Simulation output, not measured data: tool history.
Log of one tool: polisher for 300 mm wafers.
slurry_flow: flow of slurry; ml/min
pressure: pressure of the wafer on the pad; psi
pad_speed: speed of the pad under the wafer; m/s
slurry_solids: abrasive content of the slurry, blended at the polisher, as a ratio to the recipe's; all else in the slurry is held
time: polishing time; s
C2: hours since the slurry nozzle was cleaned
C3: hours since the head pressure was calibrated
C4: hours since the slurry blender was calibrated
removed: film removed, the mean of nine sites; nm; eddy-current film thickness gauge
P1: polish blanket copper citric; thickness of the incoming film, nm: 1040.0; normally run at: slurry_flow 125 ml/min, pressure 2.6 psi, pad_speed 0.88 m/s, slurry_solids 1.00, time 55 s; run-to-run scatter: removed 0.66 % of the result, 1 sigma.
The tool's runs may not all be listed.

run 1 hour=6.5 | slurry_flow=125 pressure=2.6 pad_speed=0.88 slurry_solids=1.00 time=55 | wafers_polished_on_this_pad=410 C2=559.9 C3=57.8 C4=59.5 | removed=84.472
run 2 hour=10.9 | slurry_flow=125 pressure=3.3 pad_speed=0.88 slurry_solids=1.00 time=55 | wafers_polished_on_this_pad=474 C2=564.3 C3=62.2 C4=63.9 | removed=105.770
run 3 hour=17.0 | slurry_flow=125 pressure=2.6 pad_speed=0.88 slurry_solids=1.00 time=55 | wafers_polished_on_this_pad=563 C2=570.4 C3=68.3 C4=70.0 | removed=84.719
run 4 hour=21.0 | slurry_flow=125 pressure=2.6 pad_speed=0.88 slurry_solids=1.00 time=83 | wafers_polished_on_this_pad=621 C2=574.4 C3=72.3 C4=74.0 | removed=126.340
run 5 hour=25.1 | slurry_flow=125 pressure=2.6 pad_speed=0.88 slurry_solids=1.00 time=55 | wafers_polished_on_this_pad=681 C2=578.5 C3=76.4 C4=78.1 | removed=84.493
run 6 hour=29.0 | slurry_flow=125 pressure=2.6 pad_speed=0.88 slurry_solids=1.00 time=55 | wafers_polished_on_this_pad=738 C2=582.4 C3=80.3 C4=82.0 | removed=85.112
run 7 hour=36.2 | slurry_flow=125 pressure=2.6 pad_speed=0.88 slurry_solids=1.00 time=55 | wafers_polished_on_this_pad=842 C2=589.6 C3=87.5 C4=89.2 | removed=84.603
run 8 hour=43.0 | slurry_flow=125 pressure=1.3 pad_speed=0.68 slurry_solids=1.00 time=55 | wafers_polished_on_this_pad=941 C2=596.4 C3=94.3 C4=96.0 | removed=34.363
run 9 hour=47.7 | slurry_flow=125 pressure=2.6 pad_speed=0.88 slurry_solids=1.50 time=55 | wafers_polished_on_this_pad=1009 C2=601.1 C3=99.0 C4=100.7 | removed=92.233
run 10 hour=51.6 | slurry_flow=75 pressure=2.6 pad_speed=0.88 slurry_solids=1.00 time=55 | wafers_polished_on_this_pad=1066 C2=605.0 C3=102.9 C4=104.6 | removed=74.747
run 11 hour=55.1 | slurry_flow=125 pressure=2.6 pad_speed=1.36 slurry_solids=1.00 time=55 | wafers_polished_on_this_pad=1117 C2=608.5 C3=106.4 C4=108.1 | removed=129.190
run 12 hour=59.1 | slurry_flow=125 pressure=2.6 pad_speed=0.88 slurry_solids=1.00 time=55 | wafers_polished_on_this_pad=1175 C2=612.5 C3=110.4 C4=112.1 | removed=85.131
-- hour=64.5 head pressure recalibrated
run 13 hour=65.8 | slurry_flow=125 pressure=2.6 pad_speed=0.88 slurry_solids=1.00 time=25 | wafers_polished_on_this_pad=1273 C2=619.2 C3=1.3 C4=118.8 | removed=38.419
run 14 hour=70.6 | slurry_flow=125 pressure=2.6 pad_speed=0.88 slurry_solids=1.00 time=55 | wafers_polished_on_this_pad=1343 C2=624.0 C3=6.1 C4=123.6 | removed=84.696
run 15 hour=74.4 | slurry_flow=125 pressure=1.6 pad_speed=0.88 slurry_solids=1.00 time=55 | wafers_polished_on_this_pad=1398 C2=627.8 C3=9.9 C4=127.4 | removed=53.500
run 16 hour=80.3 | slurry_flow=125 pressure=2.6 pad_speed=0.88 slurry_solids=0.55 time=55 | wafers_polished_on_this_pad=1484 C2=633.7 C3=15.8 C4=133.3 | removed=75.124
run 17 hour=87.0 | slurry_flow=195 pressure=2.6 pad_speed=0.88 slurry_solids=1.00 time=55 | wafers_polished_on_this_pad=1581 C2=640.4 C3=22.5 C4=140.0 | removed=91.827
run 18 hour=94.4 | slurry_flow=125 pressure=2.6 pad_speed=0.48 slurry_solids=1.00 time=55 | wafers_polished_on_this_pad=1689 C2=647.8 C3=29.9 C4=147.4 | removed=48.048
run 19 hour=101.4 | slurry_flow=125 pressure=2.6 pad_speed=0.88 slurry_solids=1.00 time=55 | wafers_polished_on_this_pad=1790 C2=654.8 C3=36.9 C4=154.4 | removed=85.666
run 20 hour=107.0 | slurry_flow=125 pressure=2.6 pad_speed=0.88 slurry_solids=1.00 time=55 | wafers_polished_on_this_pad=1872 C2=660.4 C3=42.5 C4=160.0 | removed=82.404
run 21 hour=113.8 | slurry_flow=125 pressure=2.6 pad_speed=0.88 slurry_solids=1.00 time=55 | wafers_polished_on_this_pad=1971 C2=667.2 C3=49.3 C4=166.8 | removed=81.486
run 22 hour=120.5 | slurry_flow=125 pressure=2.6 pad_speed=0.88 slurry_solids=1.00 time=55 | wafers_polished_on_this_pad=2068 C2=673.9 C3=56.0 C4=173.5 | removed=80.354
-- hour=125.3 slurry blender recalibrated
run 23 hour=126.0 | slurry_flow=125 pressure=2.6 pad_speed=0.88 slurry_solids=1.00 time=55 | wafers_polished_on_this_pad=2148 C2=679.4 C3=61.5 C4=0.8 | removed=79.656
run 24 hour=131.5 | slurry_flow=125 pressure=2.6 pad_speed=0.88 slurry_solids=1.00 time=55 | wafers_polished_on_this_pad=2228 C2=684.9 C3=67.0 C4=6.3 | removed=78.800
run 25 hour=139.0 | slurry_flow=125 pressure=2.6 pad_speed=0.88 slurry_solids=1.00 time=55 | wafers_polished_on_this_pad=2337 C2=692.4 C3=74.5 C4=13.8 | removed=77.914
-- hour=139.2 head pressure recalibrated
run 26 hour=146.1 | slurry_flow=125 pressure=2.6 pad_speed=0.88 slurry_solids=1.00 time=55 | wafers_polished_on_this_pad=2440 C2=699.5 C3=6.9 C4=20.9 | removed=79.060
run 27 hour=150.3 | slurry_flow=125 pressure=2.6 pad_speed=0.88 slurry_solids=1.00 time=55 | wafers_polished_on_this_pad=2501 C2=703.7 C3=11.1 C4=25.1 | removed=77.950
run 28 hour=155.0 | slurry_flow=125 pressure=2.6 pad_speed=0.88 slurry_solids=1.00 time=55 | wafers_polished_on_this_pad=2570 C2=708.4 C3=15.8 C4=29.8 | removed=77.094
run 29 hour=158.6 | slurry_flow=125 pressure=2.6 pad_speed=0.88 slurry_solids=1.00 time=55 | wafers_polished_on_this_pad=2622 C2=712.0 C3=19.4 C4=33.4 | removed=77.551
run 30 hour=162.5 | slurry_flow=125 pressure=2.6 pad_speed=0.88 slurry_solids=1.00 time=55 | wafers_polished_on_this_pad=2679 C2=715.9 C3=23.3 C4=37.3 | removed=76.795

What P1 gives has crept away from where it was. These 2 causes fit the log equally well, each at the size given:
A: removal rate lost through wear of the pad, % = 8.21
B: slurry flow missing at the pad, % = 29.9
The creep began at about hour 101.4.
Why every other cause is out:
head's pressure below its setpoint, %: serviced at hour 139.2, which brought nothing back
abrasive missing from the slurry, %: serviced at hour 125.3, which brought nothing back

4 check runs are offered, each on 5 wafers whose results are averaged, their results left as question marks. Which one tells the causes apart?
run check 1 hour=166.4 | slurry_flow=125 pressure=2.6 pad_speed=1.24 slurry_solids=1.00 time=70 | removed=?
run check 2 hour=166.4 | slurry_flow=125 pressure=2.6 pad_speed=0.88 slurry_solids=0.60 time=55 | removed=?
run check 3 hour=166.4 | slurry_flow=125 pressure=2.6 pad_speed=0.88 slurry_solids=1.45 time=75 | removed=?
run check 4 hour=166.4 | slurry_flow=180 pressure=2.6 pad_speed=0.88 slurry_solids=1.25 time=55 | removed=?

What each check would give under each cause:
check=check_1 result=removed if_A=138.310 if_B=138.300
check=check_2 result=removed if_A=69.997 if_B=69.989
check=check_3 result=removed if_A=115.130 if_B=115.120
check=check_4 result=removed if_A=87.061 if_B=89.172
How far apart the two closest causes lie, in the result that separates them most: check 1 0.01 %; check 2 0.01 %; check 3 0.01 %; check 4 2.4 %
Check 4 tells the causes apart: in the others they would give nearly the same result.

Then check 4 was run and gave: removed 89.492 nm. Which cause is it?

It is B: slurry flow missing at the pad, %.
